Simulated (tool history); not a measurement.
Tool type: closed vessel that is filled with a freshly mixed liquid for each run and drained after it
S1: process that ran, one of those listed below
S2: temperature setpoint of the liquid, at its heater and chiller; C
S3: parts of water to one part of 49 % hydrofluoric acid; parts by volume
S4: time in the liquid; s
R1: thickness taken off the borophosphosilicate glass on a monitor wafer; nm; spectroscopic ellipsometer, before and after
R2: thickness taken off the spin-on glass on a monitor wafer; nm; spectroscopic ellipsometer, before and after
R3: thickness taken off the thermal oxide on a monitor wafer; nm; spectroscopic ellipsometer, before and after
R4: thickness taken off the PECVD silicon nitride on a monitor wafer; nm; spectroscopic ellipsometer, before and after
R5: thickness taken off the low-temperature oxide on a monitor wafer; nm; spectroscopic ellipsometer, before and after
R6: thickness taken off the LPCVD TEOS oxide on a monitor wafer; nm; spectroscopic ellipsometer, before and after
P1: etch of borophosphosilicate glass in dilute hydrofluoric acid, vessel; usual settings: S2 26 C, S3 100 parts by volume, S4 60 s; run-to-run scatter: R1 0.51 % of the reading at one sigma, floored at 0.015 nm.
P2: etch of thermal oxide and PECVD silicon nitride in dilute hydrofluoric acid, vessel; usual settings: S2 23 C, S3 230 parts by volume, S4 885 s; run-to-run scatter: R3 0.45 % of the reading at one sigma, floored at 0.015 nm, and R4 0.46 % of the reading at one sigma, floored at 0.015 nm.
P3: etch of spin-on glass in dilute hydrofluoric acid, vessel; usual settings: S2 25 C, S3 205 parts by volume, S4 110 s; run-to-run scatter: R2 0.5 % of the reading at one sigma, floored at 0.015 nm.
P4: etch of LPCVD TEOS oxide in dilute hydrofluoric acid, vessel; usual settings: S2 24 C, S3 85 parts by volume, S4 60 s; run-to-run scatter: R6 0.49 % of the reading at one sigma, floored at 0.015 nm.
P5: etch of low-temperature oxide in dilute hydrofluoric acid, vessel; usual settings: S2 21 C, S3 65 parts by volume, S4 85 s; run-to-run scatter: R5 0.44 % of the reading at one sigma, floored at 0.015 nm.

{"run": 1, "hour": 4.4, "S1": "P1", "S2": 26, "S3": 100, "S4": 60, "R1": 30.157}
{"run": 2, "hour": 9.3, "S1": "P3", "S2": 25, "S3": 85, "S4": 110, "R2": 51.666}
{"run": 3, "hour": 13.4, "S1": "P2", "S2": 28.5, "S3": 230, "S4": 885, "R3": 18.663, "R4": 8.6207}
{"run": 4, "hour": 17.2, "S1": "P1", "S2": 26, "S3": 155, "S4": 60, "R1": 18.291}
{"run": 5, "hour": 20.8, "S1": "P5", "S2": 21, "S3": 65, "S4": 85, "R5": 24.875}
{"run": 6, "hour": 23.8, "S1": "P5", "S2": 21, "S3": 65, "S4": 145, "R5": 42.55}
{"run": 7, "hour": 27.6, "S1": "P1", "S2": 19, "S3": 100, "S4": 60, "R1": 23.276}
{"run": 8, "hour": 31.7, "S1": "P1", "S2": 26, "S3": 140, "S4": 30, "R1": 10.246}
{"run": 9, "hour": 36.7, "S1": "P1", "S2": 26, "S3": 100, "S4": 60, "R1": 30.444}
{"run": 10, "hour": 41.7, "S1": "P2", "S2": 23, "S3": 230, "S4": 885, "R3": 15.306, "R4": 6.2012}
{"run": 11, "hour": 44.2, "S1": "P4", "S2": 24, "S3": 85, "S4": 95, "R6": 46.36}
{"run": 12, "hour": 48.4, "S1": "P1", "S2": 26, "S3": 100, "S4": 60, "R1": 30.626}
{"run": 13, "hour": 52.0, "S1": "P2", "S2": 23, "S3": 230, "S4": 885, "R3": 15.265, "R4": 6.1875}
{"run": 14, "hour": 55.4, "S1": "P1", "S2": 31, "S3": 100, "S4": 60, "R1": 36.746}
{"run": 15, "hour": 58.6, "S1": "P1", "S2": 26, "S3": 60, "S4": 60, "R1": 52.805}
{"run": 16, "hour": 62.0, "S1": "P1", "S2": 26, "S3": 135, "S4": 30, "R1": 10.829}
{"run": 17, "hour": 65.3, "S1": "P1", "S2": 26, "S3": 40, "S4": 30, "R1": 41.103}
{"run": 18, "hour": 67.5, "S1": "P5", "S2": 21, "S3": 20, "S4": 85, "R5": 85.826}
{"run": 19, "hour": 71.2, "S1": "P4", "S2": 30, "S3": 85, "S4": 60, "R6": 36.936}
{"run": 20, "hour": 75.2, "S1": "P4", "S2": 24, "S3": 125, "S4": 60, "R6": 18.821}
{"hour": 77.1, "done": "hydrofluoric acid flow meter replaced"}
{"run": 21, "hour": 78.8, "S1": "P3", "S2": 25, "S3": 205, "S4": 110, "R2": 18.558}
{"run": 22, "hour": 83.7, "S1": "P1", "S2": 26, "S3": 100, "S4": 90, "R1": 45.688}
{"run": 23, "hour": 88.0, "S1": "P1", "S2": 26, "S3": 100, "S4": 60, "R1": 30.241}
{"run": 24, "hour": 91.6, "S1": "P2", "S2": 23, "S3": 40, "S4": 885, "R3": 109.4, "R4": 34.922}
{"run": 25, "hour": 96.4, "S1": "P3", "S2": 25, "S3": 205, "S4": 215, "R2": 36.272}
{"run": 26, "hour": 101.3, "S1": "P4", "S2": 24, "S3": 85, "S4": 60, "R6": 29.067}
{"run": 27, "hour": 104.9, "S1": "P2", "S2": 23, "S3": 230, "S4": 300, "R3": 5.2135, "R4": 2.0771}
{"run": 28, "hour": 109.3, "S1": "P1", "S2": 26, "S3": 100, "S4": 60, "R1": 30.494}
{"run": 29, "hour": 112.5, "S1": "P5", "S2": 21, "S3": 65, "S4": 85, "R5": 25.129}
{"run": 30, "hour": 116.2, "S1": "P3", "S2": 17, "S3": 205, "S4": 110, "R2": 13.737}
{"run": 31, "hour": 120.7, "S1": "P5", "S2": 27, "S3": 65, "S4": 85, "R5": 32.236}
{"run": 32, "hour": 124.2, "S1": "P1", "S2": 26, "S3": 100, "S4": 60, "R1": 30.394}
{"run": 33, "hour": 129.2, "S1": "P1", "S2": 26, "S3": 100, "S4": 30, "R1": 15.196}
{"run": 34, "hour": 133.7, "S1": "P1", "S2": 26, "S3": 100, "S4": 60, "R1": 30.266}
{"run": 35, "hour": 136.9, "S1": "P1", "S2": 26, "S3": 100, "S4": 60, "R1": 29.25}
{"run": 36, "hour": 141.8, "S1": "P1", "S2": 26, "S3": 100, "S4": 60, "R1": 28.414}
{"run": 37, "hour": 144.7, "S1": "P1", "S2": 26, "S3": 100, "S4": 60, "R1": 28.226}
{"run": 38, "hour": 149.4, "S1": "P1", "S2": 26, "S3": 100, "S4": 60, "R1": 28.046}
{"run": 39, "hour": 153.4, "S1": "P1", "S2": 26, "S3": 100, "S4": 60, "R1": 27.924}
{"run": 40, "hour": 157.6, "S1": "P1", "S2": 26, "S3": 100, "S4": 60, "R1": 27.807}

What P1 gives has crept away from where it was. These 2 causes fit the log equally well, each at the size given:
A: hydrofluoric acid flow below the setpoint (%) = 7.2
B: liquid colder than its thermometer reads (K) = 2.16
The onset of the drift is placed at about hour 133.7.

The check runs listed below each take one wafer, and their results are still question marks. Under which run would the listed causes lead to clearly different results?
{"run": "check 1", "hour": 161.8, "S1": "P2", "S2": 23, "S3": 230, "S4": 885, "R3": "?", "R4": "?"}
{"run": "check 2", "hour": 161.8, "S1": "P5", "S2": 21, "S3": 65, "S4": 85, "R5": "?"}
{"run": "check 3", "hour": 161.8, "S1": "P3", "S2": 25, "S3": 205, "S4": 110, "R2": "?"}
{"run": "check 4", "hour": 161.8, "S1": "P4", "S2": 24, "S3": 85, "S4": 60, "R6": "?"}

Expected result of each check under each candidate cause:
check=check_1 result=R3 if_A=13.979 if_B=14.155
check=check_1 result=R4 if_A=5.7622 if_B=5.4039
check=check_2 result=R5 if_A=23.059 if_B=22.827
check=check_3 result=R2 if_A=16.957 if_B=17.168
check=check_4 result=R6 if_A=26.738 if_B=26.619
Separation of the two closest causes in each check, using whichever result separates them best: check 1 6.42 %; check 2 1.01 %; check 3 1.23 %; check 4 0.44 %
Check 1 is the one run that separates the causes; every other check would come out nearly the same whichever cause is at work.

Then check 1 was run and gave: R3 13.908 nm; R4 5.7572 nm. Which cause is it?

It is A: hydrofluoric acid flow below the setpoint (%).

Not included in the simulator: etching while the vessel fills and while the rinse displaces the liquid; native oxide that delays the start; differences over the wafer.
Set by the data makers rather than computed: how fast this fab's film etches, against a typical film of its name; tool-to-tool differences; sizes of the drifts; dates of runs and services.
